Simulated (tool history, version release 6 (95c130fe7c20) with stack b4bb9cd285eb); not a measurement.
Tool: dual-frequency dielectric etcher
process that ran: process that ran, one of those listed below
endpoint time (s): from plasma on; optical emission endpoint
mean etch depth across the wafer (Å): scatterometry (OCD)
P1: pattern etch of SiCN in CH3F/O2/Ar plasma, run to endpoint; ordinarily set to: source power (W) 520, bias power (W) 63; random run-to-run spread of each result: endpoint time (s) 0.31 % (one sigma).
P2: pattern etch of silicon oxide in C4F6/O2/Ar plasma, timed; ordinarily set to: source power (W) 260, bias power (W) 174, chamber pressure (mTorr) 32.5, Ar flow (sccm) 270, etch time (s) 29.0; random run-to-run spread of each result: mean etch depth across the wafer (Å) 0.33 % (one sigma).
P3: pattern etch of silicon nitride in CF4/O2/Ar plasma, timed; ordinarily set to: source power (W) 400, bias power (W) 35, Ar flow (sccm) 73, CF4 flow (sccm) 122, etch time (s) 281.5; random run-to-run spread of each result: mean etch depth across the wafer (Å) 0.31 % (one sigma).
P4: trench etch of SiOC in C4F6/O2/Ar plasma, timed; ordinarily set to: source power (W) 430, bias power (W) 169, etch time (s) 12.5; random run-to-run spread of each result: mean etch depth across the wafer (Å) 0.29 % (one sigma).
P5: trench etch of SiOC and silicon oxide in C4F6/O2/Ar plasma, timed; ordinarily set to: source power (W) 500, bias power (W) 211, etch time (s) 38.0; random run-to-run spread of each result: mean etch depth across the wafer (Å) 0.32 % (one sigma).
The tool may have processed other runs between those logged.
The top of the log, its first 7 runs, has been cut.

| run | hour | process that ran | source power (W) | bias power (W) | chamber pressure (mTorr) | Ar flow (sccm) | etch time (s) | CF4 flow (sccm) | hours since the last wet clean | hours since the last source power generator calibration | hours since the last bias power generator calibration | endpoint time (s) | mean etch depth across the wafer (Å) |
|---|---|---|---|---|---|---|---|---|---|---|---|---|---|
| 8 | 82.7 | P1 | 520 | 63 |  |  |  |  | 21.3 | 1564.0 | 955.4 | 17.496 |  |
| 9 | 89.9 | P1 | 520 | 75 |  |  |  |  | 28.5 | 1571.2 | 962.6 | 16.416 |  |
| 10 | 96.9 | P2 | 260 | 174 | 44.0 | 270 | 29.0 |  | 35.5 | 1578.2 | 969.6 |  | 747.58 |
| 11 | 110.1 | P1 | 520 | 63 |  |  |  |  | 48.7 | 1591.4 | 982.8 | 17.425 |  |
| 12 | 121.4 | P2 | 260 | 174 | 32.5 | 270 | 29.0 |  | 60.0 | 1602.7 | 994.1 |  | 769.19 |
| 13 | 132.1 | P1 | 390 | 63 |  |  |  |  | 70.7 | 1613.4 | 1004.8 | 19.327 |  |
| 14 | 139.6 | P4 | 430 | 169 |  |  | 12.5 |  | 78.2 | 1620.9 | 1012.3 |  | 256.87 |
| 15 | 150.1 | P1 | 520 | 63 |  |  |  |  | 88.7 | 1631.4 | 1022.8 | 17.456 |  |
| 16 | 161.6 | P4 | 430 | 110 |  |  | 12.5 |  | 100.2 | 1642.9 | 1034.3 |  | 226.52 |
| 17 | 170.1 | P3 | 400 | 35 |  | 43 | 281.5 | 122 | 108.7 | 1651.4 | 1042.8 |  | 4333.40 |
| 18 | 179.2 | P3 | 400 | 43 |  | 73 | 281.5 | 122 | 117.8 | 1660.5 | 1051.9 |  | 4408.70 |
| 19 | 186.2 | P5 | 500 | 211 |  |  | 38.0 |  | 124.8 | 1667.5 | 1058.9 |  | 865.61 |
| 20 | 194.2 | P5 | 500 | 211 |  |  | 21.5 |  | 132.8 | 1675.5 | 1066.9 |  | 485.00 |
| 21 | 202.2 | P1 | 520 | 63 |  |  |  |  | 140.8 | 1683.5 | 1074.9 | 17.501 |  |
| 22 | 216.0 | P1 | 380 | 41 |  |  |  |  | 154.6 | 1697.3 | 1088.7 | 22.523 |  |
| 23 | 227.9 | P1 | 680 | 63 |  |  |  |  | 166.5 | 1709.2 | 1100.6 | 15.684 |  |
| 24 | 237.4 | P4 | 430 | 169 |  |  | 12.5 |  | 176.0 | 1718.7 | 1110.1 |  | 257.88 |
| 25 | 245.9 | P2 | 260 | 174 | 32.5 | 205 | 29.0 |  | 184.5 | 1727.2 | 1118.6 |  | 795.18 |
| 26 | 252.6 | P3 | 400 | 35 |  | 73 | 368.0 | 122 | 191.2 | 1733.9 | 1125.3 |  | 5400.70 |
| 27 | 264.5 | P3 | 400 | 35 |  | 73 | 281.5 | 146 | 203.1 | 1745.8 | 1137.2 |  | 4215.70 |
| 28 | 272.0 | P5 | 500 | 278 |  |  | 38.0 |  | 210.6 | 1753.3 | 1144.7 |  | 948.80 |
| 29 | 284.3 | P1 | 520 | 44 |  |  |  |  | 222.9 | 1765.6 | 1157.0 | 19.725 |  |

The next listed run, before its measurement:
| 30 | 296.8 | P4 | 330 | 169 |  |  | 12.5 |  | 235.4 | 1778.1 | 1169.5 |  | ? |

Logged for run 30: mean etch depth across the wafer (Å) 232.74.

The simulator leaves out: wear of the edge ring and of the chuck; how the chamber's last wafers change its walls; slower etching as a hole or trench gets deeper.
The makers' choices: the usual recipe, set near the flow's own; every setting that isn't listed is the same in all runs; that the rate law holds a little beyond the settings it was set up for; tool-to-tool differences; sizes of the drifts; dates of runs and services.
